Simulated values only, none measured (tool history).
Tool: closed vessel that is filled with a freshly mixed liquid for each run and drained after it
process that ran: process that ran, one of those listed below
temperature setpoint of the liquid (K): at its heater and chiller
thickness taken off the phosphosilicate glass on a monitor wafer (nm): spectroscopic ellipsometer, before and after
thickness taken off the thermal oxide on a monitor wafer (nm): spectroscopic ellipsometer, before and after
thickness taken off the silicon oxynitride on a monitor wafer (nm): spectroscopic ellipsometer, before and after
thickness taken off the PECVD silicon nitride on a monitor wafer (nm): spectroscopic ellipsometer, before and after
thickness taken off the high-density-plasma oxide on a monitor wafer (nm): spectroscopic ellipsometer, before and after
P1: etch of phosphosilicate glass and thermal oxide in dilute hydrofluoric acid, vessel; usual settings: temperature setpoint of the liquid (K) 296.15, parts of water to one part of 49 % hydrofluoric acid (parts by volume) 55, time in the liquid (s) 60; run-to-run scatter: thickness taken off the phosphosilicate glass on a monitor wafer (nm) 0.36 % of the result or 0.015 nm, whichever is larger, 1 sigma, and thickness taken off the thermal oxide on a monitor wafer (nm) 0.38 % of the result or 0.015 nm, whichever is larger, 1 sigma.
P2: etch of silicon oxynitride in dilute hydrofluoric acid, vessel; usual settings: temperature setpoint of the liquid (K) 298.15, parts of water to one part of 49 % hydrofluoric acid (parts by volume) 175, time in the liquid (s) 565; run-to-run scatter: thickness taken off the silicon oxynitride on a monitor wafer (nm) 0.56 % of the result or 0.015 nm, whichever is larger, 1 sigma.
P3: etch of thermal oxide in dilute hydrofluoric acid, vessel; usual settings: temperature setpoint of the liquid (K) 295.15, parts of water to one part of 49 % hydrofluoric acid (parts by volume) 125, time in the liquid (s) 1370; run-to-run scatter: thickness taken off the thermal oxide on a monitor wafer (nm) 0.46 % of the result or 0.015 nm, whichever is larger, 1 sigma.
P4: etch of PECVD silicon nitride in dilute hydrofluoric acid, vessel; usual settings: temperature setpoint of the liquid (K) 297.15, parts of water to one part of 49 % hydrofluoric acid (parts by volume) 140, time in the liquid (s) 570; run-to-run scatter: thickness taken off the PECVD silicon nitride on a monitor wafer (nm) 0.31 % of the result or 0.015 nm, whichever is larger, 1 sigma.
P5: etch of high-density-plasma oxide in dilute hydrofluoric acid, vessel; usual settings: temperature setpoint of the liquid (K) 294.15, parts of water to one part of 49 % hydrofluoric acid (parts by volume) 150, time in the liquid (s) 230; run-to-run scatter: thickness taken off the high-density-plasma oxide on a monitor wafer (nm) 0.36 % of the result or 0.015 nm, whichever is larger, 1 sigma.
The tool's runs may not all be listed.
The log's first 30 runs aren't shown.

run   hour  process that ran  temperature setpoint of the liquid (K)  parts of water to one part of 49 % hydrofluoric acid (parts by volume)  time in the liquid (s)  hours since the thermometer was replaced  hours since the hydrofluoric acid flow meter was replaced  thickness taken off the phosphosilicate glass on a monitor wafer (nm)  thickness taken off the thermal oxide on a monitor wafer (nm)  thickness taken off the silicon oxynitride on a monitor wafer (nm)  thickness taken off the PECVD silicon nitride on a monitor wafer (nm)  thickness taken off the high-density-plasma oxide on a monitor wafer (nm)
 31  319.8                P1                                  296.15                                                                      85                      60                                     570.8                                                      860.9                                                                 70.343                                                         3.4585
 32  331.2                P2                                  298.15                                                                     175                     565                                     582.2                                                      872.3                                                                                                                                                                                                   15.1890
 33  338.6                P3                                  295.15                                                                     205                    1370                                     589.6                                                      879.7                                                                                                                               27.0470
 34  346.4                P1                                  296.15                                                                      55                      60                                     597.4                                                      887.5                                                                112.960                                                         5.6526
 35  352.9                P1                                  296.15                                                                      55                      60                                     603.9                                                      894.0                                                                111.920                                                         5.5214
 36  363.1                P1                                  296.15                                                                      55                      60                                     614.1                                                      904.2                                                                109.570                                                         5.4307
 37  370.9                P1                                  296.15                                                                      55                      60                                     621.9                                                      912.0                                                                108.450                                                         5.3558
 38  383.8                P1                                  296.15                                                                      55                      60                                     634.8                                                      924.9                                                                107.430                                                         5.2484
 39  395.0                P1                                  296.15                                                                      55                      60                                     646.0                                                      936.1                                                                106.500                                                         5.2868
 40  405.2                P1                                  296.15                                                                      55                      60                                     656.2                                                      946.3                                                                106.780                                                         5.2279
 41  412.5                P1                                  296.15                                                                      55                      60                                     663.5                                                      953.6                                                                106.250                                                         5.2068
 42  419.5                P1                                  296.15                                                                      55                      60                                     670.5                                                      960.6                                                                106.070                                                         5.2378

Run 43 comes next. What will it give?
 43  426.3                P1                                  296.15                                                                      55                      60                                     677.3                                                      967.4                                                                      ?                                                              ?

thickness taken off the phosphosilicate glass on a monitor wafer (nm): 105.630
thickness taken off the thermal oxide on a monitor wafer (nm): 5.2778
